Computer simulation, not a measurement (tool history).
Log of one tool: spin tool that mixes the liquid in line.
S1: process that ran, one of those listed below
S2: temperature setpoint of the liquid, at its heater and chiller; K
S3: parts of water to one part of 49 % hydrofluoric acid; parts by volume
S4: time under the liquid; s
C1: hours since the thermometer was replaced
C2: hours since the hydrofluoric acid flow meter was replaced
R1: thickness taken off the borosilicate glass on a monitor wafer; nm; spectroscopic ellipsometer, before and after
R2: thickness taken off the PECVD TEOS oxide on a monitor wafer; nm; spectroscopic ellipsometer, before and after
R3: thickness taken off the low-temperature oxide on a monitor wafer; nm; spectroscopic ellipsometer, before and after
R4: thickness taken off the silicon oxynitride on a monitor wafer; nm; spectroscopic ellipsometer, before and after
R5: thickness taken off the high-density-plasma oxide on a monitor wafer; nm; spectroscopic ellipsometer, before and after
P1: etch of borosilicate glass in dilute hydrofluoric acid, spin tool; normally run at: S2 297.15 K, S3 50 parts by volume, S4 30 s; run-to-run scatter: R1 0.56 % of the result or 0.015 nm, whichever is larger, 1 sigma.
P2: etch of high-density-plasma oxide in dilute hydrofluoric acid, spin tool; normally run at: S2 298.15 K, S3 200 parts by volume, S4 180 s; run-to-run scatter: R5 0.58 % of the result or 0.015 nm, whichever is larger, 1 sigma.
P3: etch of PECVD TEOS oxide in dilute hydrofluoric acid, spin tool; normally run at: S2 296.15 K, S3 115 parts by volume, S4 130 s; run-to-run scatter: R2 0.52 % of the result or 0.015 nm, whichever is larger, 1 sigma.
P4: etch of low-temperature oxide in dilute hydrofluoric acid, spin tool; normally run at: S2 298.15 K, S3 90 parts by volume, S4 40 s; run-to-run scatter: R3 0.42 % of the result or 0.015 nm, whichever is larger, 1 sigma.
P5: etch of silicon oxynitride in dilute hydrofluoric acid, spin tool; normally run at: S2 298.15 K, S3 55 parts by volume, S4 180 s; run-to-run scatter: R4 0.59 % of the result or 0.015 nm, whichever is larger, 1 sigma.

| run | hour | S1 | S2 | S3 | S4 | C1 | C2 | R1 | R2 | R3 | R4 | R5 |
|---|---|---|---|---|---|---|---|---|---|---|---|---|
| 1 | 6.4 | P1 | 297.15 | 50 | 30 | 1066.9 | 702.2 | 15.709 |  |  |  |  |
| 2 | 17.1 | P3 | 296.15 | 30 | 130 | 1077.6 | 712.9 |  | 37.786 |  |  |  |
| 3 | 26.5 | P1 | 297.15 | 50 | 15 | 1087 | 722.3 | 7.8562 |  |  |  |  |
| 4 | 34.7 | P1 | 297.15 | 50 | 30 | 1095.2 | 730.5 | 15.725 |  |  |  |  |
| 5 | 47.4 | P1 | 291.65 | 50 | 15 | 1107.9 | 743.2 | 6.1886 |  |  |  |  |
| 6 | 59 | P3 | 300.15 | 115 | 130 | 1119.5 | 754.8 |  | 10.43 |  |  |  |
| 7 | 70 | P1 | 297.15 | 50 | 30 | 1130.5 | 765.8 | 15.663 |  |  |  |  |
| 8 | 83.2 | P4 | 298.15 | 90 | 75 | 1143.7 | 779 |  |  | 11.19 |  |  |
| 9 | 96.3 | P5 | 298.15 | 55 | 180 | 1156.8 | 792.1 |  |  |  | 4.8538 |  |
| 10 | 102.4 | P3 | 296.15 | 115 | 65 | 1162.9 | 798.2 |  | 4.4766 |  |  |  |
| 11 | 111.7 | P2 | 298.15 | 200 | 180 | 1172.2 | 807.5 |  |  |  |  | 5.5748 |
| 12 | 120 | P1 | 302.15 | 50 | 30 | 1180.5 | 815.8 | 19.095 |  |  |  |  |
| 13 | 130.7 | P4 | 298.15 | 55 | 40 | 1191.2 | 826.5 |  |  | 10.281 |  |  |
| 14 | 141.5 | P5 | 298.15 | 55 | 15 | 1202 | 837.3 |  |  |  | 0.41581 |  |
| 15 | 150.9 | P1 | 297.15 | 50 | 30 | 1211.4 | 846.7 | 15.598 |  |  |  |  |
| 16 | 161 | P1 | 297.15 | 50 | 30 | 1221.5 | 856.8 | 15.611 |  |  |  |  |
| 17 | 170.4 | P1 | 290.15 | 50 | 30 | 1230.9 | 866.2 | 11.585 |  |  |  |  |
| 18 | 183.8 | P5 | 305.15 | 55 | 180 | 1244.3 | 879.6 |  |  |  | 6.8554 |  |
| 19 | 194.4 | P2 | 298.15 | 200 | 305 | 1254.9 | 890.2 |  |  |  |  | 9.383 |
| 20 | 200.8 | P3 | 296.15 | 115 | 130 | 1261.3 | 896.6 |  | 8.7775 |  |  |  |
| 21 | 211.9 | P2 | 298.15 | 200 | 180 | 1272.4 | 907.7 |  |  |  |  | 5.5657 |
| 22 | 221.5 | P2 | 291.65 | 200 | 180 | 1282 | 917.3 |  |  |  |  | 4.2952 |
| 23 | 233.6 | P3 | 296.15 | 115 | 130 | 1294.1 | 929.4 |  | 8.8993 |  |  |  |
| 24 | 245.6 | P2 | 298.15 | 360 | 180 | 1306.1 | 941.4 |  |  |  |  | 2.6272 |
|  | 249.3 | thermometer replaced |
| 25 | 256 | P1 | 297.15 | 50 | 50 | 6.8 | 951.8 | 26.062 |  |  |  |  |
| 26 | 267.3 | P1 | 297.15 | 30 | 30 | 18.1 | 963.1 | 26.943 |  |  |  |  |
| 27 | 276.2 | P4 | 298.15 | 90 | 40 | 27 | 972 |  |  | 5.9867 |  |  |
| 28 | 285.2 | P5 | 298.15 | 80 | 180 | 36 | 981 |  |  |  | 3.2903 |  |
| 29 | 291.1 | P1 | 291.65 | 50 | 15 | 41.9 | 986.9 | 6.2168 |  |  |  |  |
| 30 | 298.9 | P4 | 290.65 | 90 | 40 | 49.7 | 994.7 |  |  | 4.4085 |  |  |
| 31 | 305.1 | P1 | 297.15 | 85 | 30 | 55.9 | 1000.9 | 8.8161 |  |  |  |  |
| 32 | 316.9 | P1 | 297.15 | 50 | 30 | 67.7 | 1012.7 | 15.698 |  |  |  |  |
| 33 | 330 | P1 | 297.15 | 50 | 30 | 80.8 | 1025.8 | 14.98 |  |  |  |  |
| 34 | 339.5 | P1 | 297.15 | 50 | 30 | 90.3 | 1035.3 | 14.71 |  |  |  |  |
| 35 | 353.1 | P1 | 297.15 | 50 | 30 | 103.9 | 1048.9 | 14.539 |  |  |  |  |
| 36 | 365 | P1 | 297.15 | 50 | 30 | 115.8 | 1060.8 | 14.313 |  |  |  |  |
| 37 | 375 | P1 | 297.15 | 50 | 30 | 125.8 | 1070.8 | 14.337 |  |  |  |  |
| 38 | 386.5 | P1 | 297.15 | 50 | 30 | 137.3 | 1082.3 | 14.548 |  |  |  |  |

What P1 gives has crept away from where it was. These 2 causes fit the log equally well, each at the size given:
A: liquid colder than its thermometer reads (K) = 1.93
B: hydrofluoric acid flow below the setpoint (%) = 7.19
The creep began at about hour 316.9.

4 check runs are offered, each on 3 wafers whose results are averaged, their results left as question marks. Which one tells the causes apart?
| check 1 | 398 | P3 | 296.15 | 35 | 130 |  |  |  | ? |  |  |  |
| check 2 | 398 | P4 | 293.15 | 90 | 40 |  |  |  |  | ? |  |  |
| check 3 | 398 | P5 | 305.15 | 55 | 105 |  |  |  |  |  | ? |  |
| check 4 | 398 | P2 | 298.15 | 320 | 270 |  |  |  |  |  |  | ? |

What each check would give under each cause:
| check | result | if A | if B |
|---|---|---|---|
| check 1 | R2 | 29.642 | 29.745 |
| check 2 | R3 | 4.5154 | 4.5064 |
| check 3 | R4 | 3.65 | 3.6846 |
| check 4 | R5 | 4.2989 | 4.1623 |
How far apart the two closest causes lie, in the result that separates them most: check 1 0.35 %; check 2 0.2 %; check 3 0.94 %; check 4 3.23 %
Only check 4 tells the causes apart: in the others they would give nearly the same result.

Check 4 was then run and gave: R5 4.3159 nm. Which cause is it?

It is A: liquid colder than its thermometer reads (K).
